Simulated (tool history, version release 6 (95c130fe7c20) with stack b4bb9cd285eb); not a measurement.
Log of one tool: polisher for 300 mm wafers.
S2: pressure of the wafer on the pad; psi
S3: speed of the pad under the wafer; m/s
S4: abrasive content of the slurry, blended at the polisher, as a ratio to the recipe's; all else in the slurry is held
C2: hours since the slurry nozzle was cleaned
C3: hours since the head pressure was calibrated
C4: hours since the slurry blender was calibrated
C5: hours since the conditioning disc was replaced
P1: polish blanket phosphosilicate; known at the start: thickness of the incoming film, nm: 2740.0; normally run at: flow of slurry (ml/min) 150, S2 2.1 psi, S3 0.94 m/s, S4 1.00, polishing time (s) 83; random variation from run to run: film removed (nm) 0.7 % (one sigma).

Run 1, hour 9.5: flow of slurry (ml/min) 150, S2 2.1 psi, S3 0.94 m/s, S4 1.00, polishing time (s) 83; wafers polished on this pad 977; C2 266.8; C3 369.8; C4 39.8; C5 25.7. Result: film removed (nm) 486.23.
Run 2, hour 15.3: flow of slurry (ml/min) 150, S2 1.3 psi, S3 0.94 m/s, S4 0.75, polishing time (s) 83; wafers polished on this pad 1018; C2 272.6; C3 375.6; C4 45.6; C5 31.5. Result: film removed (nm) 266.43.
Run 3, hour 20.6: flow of slurry (ml/min) 150, S2 2.1 psi, S3 0.94 m/s, S4 1.00, polishing time (s) 83; wafers polished on this pad 1056; C2 277.9; C3 380.9; C4 50.9; C5 36.8. Result: film removed (nm) 485.18.
Run 4, hour 25.9: flow of slurry (ml/min) 150, S2 2.1 psi, S3 0.94 m/s, S4 1.00, polishing time (s) 83; wafers polished on this pad 1094; C2 283.2; C3 386.2; C4 56.2; C5 42.1. Result: film removed (nm) 490.57.
Run 5, hour 36.3: flow of slurry (ml/min) 150, S2 3.0 psi, S3 0.94 m/s, S4 1.00, polishing time (s) 83; wafers polished on this pad 1168; C2 293.6; C3 396.6; C4 66.6; C5 52.5. Result: film removed (nm) 698.30.
At hour 37.7: slurry blender recalibrated.
Run 6, hour 41.3: flow of slurry (ml/min) 150, S2 2.1 psi, S3 0.94 m/s, S4 1.35, polishing time (s) 83; wafers polished on this pad 1203; C2 298.6; C3 401.6; C4 3.6; C5 57.5. Result: film removed (nm) 553.09.
Run 7, hour 50.2: flow of slurry (ml/min) 150, S2 2.1 psi, S3 1.30 m/s, S4 1.00, polishing time (s) 83; wafers polished on this pad 1267; C2 307.5; C3 410.5; C4 12.5; C5 66.4. Result: film removed (nm) 637.56.
Run 8, hour 59.5: flow of slurry (ml/min) 150, S2 2.1 psi, S3 0.94 m/s, S4 1.00, polishing time (s) 83; wafers polished on this pad 1333; C2 316.8; C3 419.8; C4 21.8; C5 75.7. Result: film removed (nm) 483.02.
Run 9, hour 65.9: flow of slurry (ml/min) 235, S2 2.1 psi, S3 0.94 m/s, S4 1.00, polishing time (s) 83; wafers polished on this pad 1379; C2 323.2; C3 426.2; C4 28.2; C5 82.1. Result: film removed (nm) 519.28.
Run 10, hour 74.5: flow of slurry (ml/min) 150, S2 2.1 psi, S3 0.94 m/s, S4 1.45, polishing time (s) 55; wafers polished on this pad 1440; C2 331.8; C3 434.8; C4 36.8; C5 90.7. Result: film removed (nm) 376.23.
Run 11, hour 82.0: flow of slurry (ml/min) 150, S2 2.1 psi, S3 0.94 m/s, S4 0.75, polishing time (s) 83; wafers polished on this pad 1493; C2 339.3; C3 442.3; C4 44.3; C5 98.2. Result: film removed (nm) 424.81.
Run 12, hour 87.0: flow of slurry (ml/min) 150, S2 2.1 psi, S3 0.94 m/s, S4 1.00, polishing time (s) 83; wafers polished on this pad 1529; C2 344.3; C3 447.3; C4 49.3; C5 103.2. Result: film removed (nm) 490.38.
Run 13, hour 92.3: flow of slurry (ml/min) 150, S2 2.1 psi, S3 0.54 m/s, S4 1.00, polishing time (s) 83; wafers polished on this pad 1567; C2 349.6; C3 452.6; C4 54.6; C5 108.5. Result: film removed (nm) 310.10.
Run 14, hour 101.4: flow of slurry (ml/min) 115, S2 2.1 psi, S3 0.94 m/s, S4 1.00, polishing time (s) 83; wafers polished on this pad 1632; C2 358.7; C3 461.7; C4 63.7; C5 117.6. Result: film removed (nm) 464.43.
Run 15, hour 110.8: flow of slurry (ml/min) 150, S2 2.1 psi, S3 0.94 m/s, S4 1.00, polishing time (s) 119; wafers polished on this pad 1699; C2 368.1; C3 471.1; C4 73.1; C5 127.0. Result: film removed (nm) 701.73.
Run 16, hour 121.6: flow of slurry (ml/min) 150, S2 2.1 psi, S3 0.94 m/s, S4 1.00, polishing time (s) 83; wafers polished on this pad 1776; C2 378.9; C3 481.9; C4 83.9; C5 137.8. Result: film removed (nm) 483.26.
Run 17, hour 131.0: flow of slurry (ml/min) 150, S2 1.2 psi, S3 0.94 m/s, S4 1.00, polishing time (s) 83; wafers polished on this pad 1843; C2 388.3; C3 491.3; C4 93.3; C5 147.2. Result: film removed (nm) 277.57.
Run 18, hour 139.8: flow of slurry (ml/min) 150, S2 2.1 psi, S3 0.94 m/s, S4 1.00, polishing time (s) 50; wafers polished on this pad 1906; C2 397.1; C3 500.1; C4 102.1; C5 156.0. Result: film removed (nm) 290.06.
Run 19, hour 148.2: flow of slurry (ml/min) 150, S2 2.1 psi, S3 0.94 m/s, S4 1.00, polishing time (s) 83; wafers polished on this pad 1965; C2 405.5; C3 508.5; C4 110.5; C5 164.4. Result: film removed (nm) 486.85.
Run 20, hour 154.8: flow of slurry (ml/min) 150, S2 2.1 psi, S3 0.94 m/s, S4 1.00, polishing time (s) 83; wafers polished on this pad 2012; C2 412.1; C3 515.1; C4 117.1; C5 171.0. Result: film removed (nm) 472.46.
Run 21, hour 162.9: flow of slurry (ml/min) 150, S2 2.1 psi, S3 0.94 m/s, S4 1.00, polishing time (s) 83; wafers polished on this pad 2070; C2 420.2; C3 523.2; C4 125.2; C5 179.1. Result: film removed (nm) 465.71.
Run 22, hour 173.2: flow of slurry (ml/min) 150, S2 2.1 psi, S3 0.94 m/s, S4 1.00, polishing time (s) 83; wafers polished on this pad 2144; C2 430.5; C3 533.5; C4 135.5; C5 189.4. Result: film removed (nm) 461.38.
Run 23, hour 183.1: flow of slurry (ml/min) 150, S2 2.1 psi, S3 0.94 m/s, S4 1.00, polishing time (s) 83; wafers polished on this pad 2214; C2 440.4; C3 543.4; C4 145.4; C5 199.3. Result: film removed (nm) 447.91.
Run 24, hour 189.5: flow of slurry (ml/min) 150, S2 2.1 psi, S3 0.94 m/s, S4 1.00, polishing time (s) 83; wafers polished on this pad 2260; C2 446.8; C3 549.8; C4 151.8; C5 205.7. Result: film removed (nm) 450.60.
At hour 194.8: slurry blender recalibrated.
Run 25, hour 198.1: flow of slurry (ml/min) 150, S2 2.1 psi, S3 0.94 m/s, S4 1.00, polishing time (s) 83; wafers polished on this pad 2321; C2 455.4; C3 558.4; C4 3.3; C5 214.3. Result: film removed (nm) 450.32.
At hour 203.1: worn pad replaced by a new one.
At hour 206.6: conditioning disc replaced and pad reconditioned.
Run 26, hour 207.6: flow of slurry (ml/min) 150, S2 2.1 psi, S3 0.94 m/s, S4 1.00, polishing time (s) 83; wafers polished on this pad 32; C2 464.9; C3 567.9; C4 12.8; C5 1.1. Result: film removed (nm) 448.69.
Run 27, hour 215.9: flow of slurry (ml/min) 150, S2 2.1 psi, S3 0.94 m/s, S4 1.00, polishing time (s) 83; wafers polished on this pad 91; C2 473.2; C3 576.2; C4 21.1; C5 9.4. Result: film removed (nm) 446.91.
Run 28, hour 226.5: flow of slurry (ml/min) 150, S2 2.1 psi, S3 0.94 m/s, S4 1.00, polishing time (s) 83; wafers polished on this pad 167; C2 483.8; C3 586.8; C4 31.7; C5 20.0. Result: film removed (nm) 449.54.

What P1 gives has crept away from where it was. These 2 causes fit the log equally well, each at the size given:
A: head's pressure below its setpoint, % = 8.06
B: slurry flow missing at the pad, % = 33.1
The creep began at about hour 148.2.
Why every other cause is out:
removal rate lost through wear of the pad, %: serviced at hour 203.1, which brought nothing back
abrasive missing from the slurry, %: serviced at hour 194.8, which brought nothing back
time polished since the conditioner stopped cutting, s: serviced at hour 206.6, which brought nothing back

4 check runs are offered, each on 5 wafers whose results are averaged, their results left as question marks. Which one tells the causes apart?
Run check 1, hour 237.1: flow of slurry (ml/min) 215, S2 2.1 psi, S3 0.94 m/s, S4 1.00, polishing time (s) 56. Result: film removed (nm) ?.
Run check 2, hour 237.1: flow of slurry (ml/min) 150, S2 2.1 psi, S3 0.94 m/s, S4 1.00, polishing time (s) 115. Result: film removed (nm) ?.
Run check 3, hour 237.1: flow of slurry (ml/min) 150, S2 2.1 psi, S3 0.70 m/s, S4 1.00, polishing time (s) 107. Result: film removed (nm) ?.
Run check 4, hour 237.1: flow of slurry (ml/min) 150, S2 2.1 psi, S3 0.94 m/s, S4 1.00, polishing time (s) 63. Result: film removed (nm) ?.

What each check would give under each cause:
  check             result    if A    if B
check 1  film removed (nm)  317.89  325.51
check 2  film removed (nm)  619.16  619.18
check 3  film removed (nm)  455.05  455.07
check 4  film removed (nm)  339.19  339.20
How far apart the two closest causes lie, in the result that separates them most: check 1 2.37 %; check 2 0 %; check 3 0 %; check 4 0 %
Only check 1 tells the causes apart: in the others they would give nearly the same result.

Then check 1 was run and gave: film removed (nm) 316.91. Which cause is it?

It is A: head's pressure below its setpoint, %.
